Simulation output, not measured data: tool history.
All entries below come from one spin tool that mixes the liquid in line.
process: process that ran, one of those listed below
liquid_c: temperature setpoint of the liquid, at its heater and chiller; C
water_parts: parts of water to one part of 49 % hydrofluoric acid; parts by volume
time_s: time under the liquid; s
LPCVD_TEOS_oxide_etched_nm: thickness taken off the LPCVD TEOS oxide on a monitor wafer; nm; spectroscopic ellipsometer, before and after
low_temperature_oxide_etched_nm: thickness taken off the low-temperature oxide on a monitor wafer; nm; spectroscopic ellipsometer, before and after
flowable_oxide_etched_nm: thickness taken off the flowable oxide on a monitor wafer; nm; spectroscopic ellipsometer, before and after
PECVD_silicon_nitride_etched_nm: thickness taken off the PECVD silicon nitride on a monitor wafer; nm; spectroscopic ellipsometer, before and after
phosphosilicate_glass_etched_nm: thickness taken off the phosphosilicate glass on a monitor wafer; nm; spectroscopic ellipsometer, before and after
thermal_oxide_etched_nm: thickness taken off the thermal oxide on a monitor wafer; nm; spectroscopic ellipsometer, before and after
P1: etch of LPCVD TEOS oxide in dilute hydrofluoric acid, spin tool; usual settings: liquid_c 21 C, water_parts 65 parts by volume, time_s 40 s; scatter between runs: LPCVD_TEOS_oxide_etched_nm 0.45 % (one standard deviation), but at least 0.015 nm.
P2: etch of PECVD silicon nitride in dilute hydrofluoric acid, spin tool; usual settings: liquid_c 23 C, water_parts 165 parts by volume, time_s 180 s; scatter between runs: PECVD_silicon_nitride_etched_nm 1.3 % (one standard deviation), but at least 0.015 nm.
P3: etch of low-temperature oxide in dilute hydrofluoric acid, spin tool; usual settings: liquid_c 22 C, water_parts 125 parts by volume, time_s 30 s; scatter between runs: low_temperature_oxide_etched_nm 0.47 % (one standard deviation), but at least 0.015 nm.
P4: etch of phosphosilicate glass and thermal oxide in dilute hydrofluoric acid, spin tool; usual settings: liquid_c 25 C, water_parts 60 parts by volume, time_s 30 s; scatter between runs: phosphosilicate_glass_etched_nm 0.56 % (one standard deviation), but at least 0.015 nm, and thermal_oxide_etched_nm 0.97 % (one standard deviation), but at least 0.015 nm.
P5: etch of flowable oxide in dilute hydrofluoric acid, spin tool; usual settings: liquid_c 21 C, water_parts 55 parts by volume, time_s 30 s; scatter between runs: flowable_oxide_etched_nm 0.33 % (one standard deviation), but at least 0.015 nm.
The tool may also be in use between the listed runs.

| run | day | process | liquid_c | water_parts | time_s | LPCVD_TEOS_oxide_etched_nm | low_temperature_oxide_etched_nm | flowable_oxide_etched_nm | PECVD_silicon_nitride_etched_nm | phosphosilicate_glass_etched_nm | thermal_oxide_etched_nm |
|---|---|---|---|---|---|---|---|---|---|---|---|
| 1 | 0.262 | P1 | 21 | 65 | 40 | 32 |  |  |  |  |  |
| 2 | 0.642 | P3 | 22 | 125 | 15 |  | 2.3855 |  |  |  |  |
| 3 | 0.896 | P5 | 21 | 105 | 30 |  |  | 13.071 |  |  |  |
| 4 | 1.217 | P2 | 23 | 165 | 350 |  |  |  | 4.0043 |  |  |
| 5 | 1.725 | P1 | 21 | 65 | 40 | 31.923 |  |  |  |  |  |
| 6 | 2.229 | P4 | 19.5 | 60 | 30 |  |  |  |  | 42.873 | 2.19 |
| 7 | 2.579 | P3 | 22 | 180 | 30 |  | 3.183 |  |  |  |  |
| 8 | 3.042 | P4 | 25 | 60 | 30 |  |  |  |  | 53.422 | 2.7262 |
| 9 | 3.4 | P2 | 29.5 | 165 | 180 |  |  |  | 3.0145 |  |  |
| 10 | 3.658 | P3 | 22 | 125 | 30 |  | 4.7661 |  |  |  |  |
| 11 | 4.088 | P4 | 25 | 110 | 30 |  |  |  |  | 27.126 | 1.3983 |
| 12 | 4.362 | P1 | 21 | 65 | 40 | 32.05 |  |  |  |  |  |
| 13 | 4.883 | P5 | 21 | 55 | 60 |  |  | 52.914 |  |  |  |
| 14 | 5.296 | P1 | 21 | 65 | 40 | 31.833 |  |  |  |  |  |
| 15 | 5.546 | P1 | 21 | 35 | 40 | 61.326 |  |  |  |  |  |
| 16 | 5.942 | P1 | 17.5 | 65 | 40 | 27.727 |  |  |  |  |  |
| 17 | 6.196 | P1 | 17 | 45 | 40 | 40.118 |  |  |  |  |  |
| 18 | 6.654 | P1 | 21 | 100 | 40 | 20.002 |  |  |  |  |  |
| 19 | 6.992 | P1 | 17 | 105 | 40 | 15.996 |  |  |  |  |  |
|  | 7.121 | thermometer replaced |
| 20 | 7.442 | P3 | 22 | 125 | 30 |  | 4.7812 |  |  |  |  |
|  | 7.675 | hydrofluoric acid flow meter replaced |
| 21 | 7.942 | P1 | 21 | 65 | 15 | 12.009 |  |  |  |  |  |
| 22 | 8.296 | P3 | 17 | 125 | 30 |  | 3.9195 |  |  |  |  |
| 23 | 8.608 | P4 | 25 | 60 | 30 |  |  |  |  | 53.023 | 2.7242 |
| 24 | 8.996 | P5 | 17 | 55 | 30 |  |  | 22.29 |  |  |  |
| 25 | 9.479 | P4 | 25 | 60 | 15 |  |  |  |  | 26.747 | 1.3887 |
| 26 | 9.979 | P1 | 21 | 25 | 70 | 153.06 |  |  |  |  |  |
| 27 | 10.333 | P2 | 23 | 165 | 180 |  |  |  | 2.0385 |  |  |
| 28 | 10.846 | P1 | 28 | 65 | 40 | 42.352 |  |  |  |  |  |

Run 29 comes next. What will it give?
| 29 | 11.129 | P1 | 21 | 65 | 65 | ? |  |  |  |  |  |

LPCVD_TEOS_oxide_etched_nm: 51.984 nm
